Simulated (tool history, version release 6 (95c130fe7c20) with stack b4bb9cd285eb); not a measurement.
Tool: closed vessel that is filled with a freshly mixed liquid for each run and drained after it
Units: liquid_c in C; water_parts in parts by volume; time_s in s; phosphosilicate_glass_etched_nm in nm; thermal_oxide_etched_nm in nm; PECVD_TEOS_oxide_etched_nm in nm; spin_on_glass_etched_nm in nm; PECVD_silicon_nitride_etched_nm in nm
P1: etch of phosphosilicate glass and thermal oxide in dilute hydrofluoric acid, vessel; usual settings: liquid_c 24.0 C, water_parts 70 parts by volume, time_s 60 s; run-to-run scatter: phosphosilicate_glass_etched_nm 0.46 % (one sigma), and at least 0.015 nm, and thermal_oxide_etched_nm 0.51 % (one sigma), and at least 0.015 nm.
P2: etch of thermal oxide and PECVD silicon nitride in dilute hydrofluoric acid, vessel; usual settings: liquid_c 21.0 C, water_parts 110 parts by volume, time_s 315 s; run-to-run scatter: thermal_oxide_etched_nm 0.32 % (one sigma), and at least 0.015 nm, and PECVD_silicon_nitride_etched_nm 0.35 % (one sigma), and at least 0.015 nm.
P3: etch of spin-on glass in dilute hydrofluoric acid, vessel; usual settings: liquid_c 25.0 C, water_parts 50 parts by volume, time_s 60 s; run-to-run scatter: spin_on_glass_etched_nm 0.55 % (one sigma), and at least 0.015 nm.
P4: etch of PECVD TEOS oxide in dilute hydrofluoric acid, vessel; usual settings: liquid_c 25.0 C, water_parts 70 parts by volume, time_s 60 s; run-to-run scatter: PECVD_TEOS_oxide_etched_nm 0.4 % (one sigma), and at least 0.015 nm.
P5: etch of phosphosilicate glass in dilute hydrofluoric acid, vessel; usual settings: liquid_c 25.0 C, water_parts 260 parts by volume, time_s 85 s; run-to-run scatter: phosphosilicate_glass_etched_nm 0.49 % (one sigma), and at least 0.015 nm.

| run | day | process | liquid_c | water_parts | time_s | phosphosilicate_glass_etched_nm | thermal_oxide_etched_nm | PECVD_TEOS_oxide_etched_nm | spin_on_glass_etched_nm | PECVD_silicon_nitride_etched_nm |
|---|---|---|---|---|---|---|---|---|---|---|
| 1 | 0.696 | P1 | 24.0 | 70 | 60 | 74.722 | 3.9909 |  |  |  |
| 2 | 1.283 | P4 | 25.0 | 70 | 110 |  |  | 20.2060 |  |  |
| 3 | 1.846 | P3 | 18.0 | 50 | 60 |  |  |  | 43.865 |  |
| 4 | 2.438 | P1 | 24.0 | 20 | 60 | 278.670 | 15.0150 |  |  |  |
| 5 | 2.767 | P1 | 24.0 | 70 | 60 | 74.658 | 4.0498 |  |  |  |
| 6 | 3.183 | P1 | 24.0 | 70 | 120 | 148.100 | 8.0095 |  |  |  |
| 7 | 3.825 | P5 | 25.0 | 75 | 85 | 133.910 |  |  |  |  |
| 8 | 4.300 | P2 | 21.0 | 110 | 315 |  | 11.6590 |  |  | 6.3162 |
| 9 | 4.967 | P5 | 25.0 | 260 | 85 | 31.519 |  |  |  |  |
| 10 | 5.404 | P1 | 24.0 | 70 | 60 | 74.690 | 4.0094 |  |  |  |
| 11 | 5.988 | P1 | 24.0 | 70 | 60 | 74.893 | 4.0144 |  |  |  |
| 12 | 6.708 | P3 | 25.0 | 50 | 60 |  |  |  | 58.851 |  |
| 13 | 7.229 | P5 | 30.0 | 260 | 85 | 37.232 |  |  |  |  |
| 14 | 7.621 | P1 | 24.0 | 95 | 60 | 53.463 | 2.8959 |  |  |  |
| 15 | 8.088 | P4 | 25.0 | 125 | 60 |  |  | 5.7131 |  |  |
| 16 | 8.717 | P1 | 24.0 | 70 | 60 | 74.730 | 4.0088 |  |  |  |
| 17 | 9.212 | P1 | 17.0 | 70 | 60 | 55.736 | 2.9490 |  |  |  |
| 18 | 9.662 | P3 | 25.0 | 20 | 60 |  |  |  | 153.320 |  |
| 19 | 10.267 | P2 | 21.0 | 110 | 70 |  | 2.5992 |  |  | 1.4120 |
| 20 | 10.612 | P3 | 25.0 | 50 | 60 |  |  |  | 58.291 |  |
| 21 | 11.008 | P1 | 29.5 | 70 | 60 | 92.754 | 4.9643 |  |  |  |
| 22 | 11.562 | P1 | 24.0 | 70 | 60 | 74.683 | 4.0140 |  |  |  |
| 23 | 11.929 | P5 | 25.0 | 260 | 30 | 11.071 |  |  |  |  |
| 24 | 12.654 | P1 | 29.5 | 110 | 60 | 55.409 | 2.9882 |  |  |  |
|  | 13.000 | thermometer replaced |
| 25 | 13.025 | P2 | 29.5 | 110 | 315 |  | 16.1730 |  |  | 11.0200 |
| 26 | 13.471 | P3 | 25.0 | 50 | 115 |  |  |  | 111.810 |  |
| 27 | 14.033 | P4 | 29.5 | 70 | 60 |  |  | 13.1890 |  |  |
| 28 | 14.638 | P1 | 24.0 | 70 | 30 | 37.155 | 2.0129 |  |  |  |
| 29 | 15.296 | P2 | 21.0 | 30 | 315 |  | 46.7110 |  |  | 22.6420 |
| 30 | 15.671 | P5 | 25.0 | 260 | 85 | 31.434 |  |  |  |  |
| 31 | 15.992 | P4 | 25.0 | 70 | 60 |  |  | 10.9380 |  |  |
| 32 | 16.325 | P1 | 24.0 | 70 | 60 | 74.281 | 4.0178 |  |  |  |
| 33 | 16.825 | P1 | 24.0 | 70 | 60 | 77.585 | 4.1811 |  |  |  |
| 34 | 17.458 | P1 | 24.0 | 70 | 60 | 79.731 | 4.2905 |  |  |  |
| 35 | 17.933 | P1 | 24.0 | 70 | 60 | 80.385 | 4.3135 |  |  |  |
| 36 | 18.562 | P1 | 24.0 | 70 | 60 | 80.725 | 4.3649 |  |  |  |
| 37 | 19.254 | P1 | 24.0 | 70 | 60 | 81.516 | 4.3252 |  |  |  |
| 38 | 19.892 | P1 | 24.0 | 70 | 60 | 80.804 | 4.4008 |  |  |  |

What P1 gives has crept away from where it was. These 2 causes fit the log equally well, each at the size given:
A: liquid hotter than its thermometer reads (K) = 2.17
B: hydrofluoric acid flow above the setpoint (%) = 8.32
The creep began at about day 16.325.

4 check runs are offered, one wafer each, their results left as question marks. Which one tells the causes apart?
| check 1 | 20.529 | P3 | 25.0 | 25 | 115 |  |  |  | ? |  |
| check 2 | 20.529 | P4 | 28.5 | 70 | 100 |  |  | ? |  |  |
| check 3 | 20.529 | P2 | 29.0 | 40 | 315 |  | ? |  |  | ? |
| check 4 | 20.529 | P5 | 25.0 | 125 | 85 | ? |  |  |  |  |

What each check would give under each cause:
| check | result | if A | if B |
|---|---|---|---|
| check 1 | spin_on_glass_etched_nm | 254.200 | 252.360 |
| check 2 | PECVD_TEOS_oxide_etched_nm | 22.8740 | 22.9620 |
| check 3 | thermal_oxide_etched_nm | 52.7310 | 52.6580 |
| check 3 | PECVD_silicon_nitride_etched_nm | 33.5870 | 31.5540 |
| check 4 | phosphosilicate_glass_etched_nm | 82.318 | 83.052 |
How far apart the two closest causes lie, in the result that separates them most: check 1 0.73 %; check 2 0.39 %; check 3 6.24 %; check 4 0.89 %
Only check 3 tells the causes apart: in the others they would give nearly the same result.

Then check 3 was run and gave: thermal_oxide_etched_nm 52.7770 nm; PECVD_silicon_nitride_etched_nm 31.4570 nm. Which cause is it?

It is B: hydrofluoric acid flow above the setpoint (%).
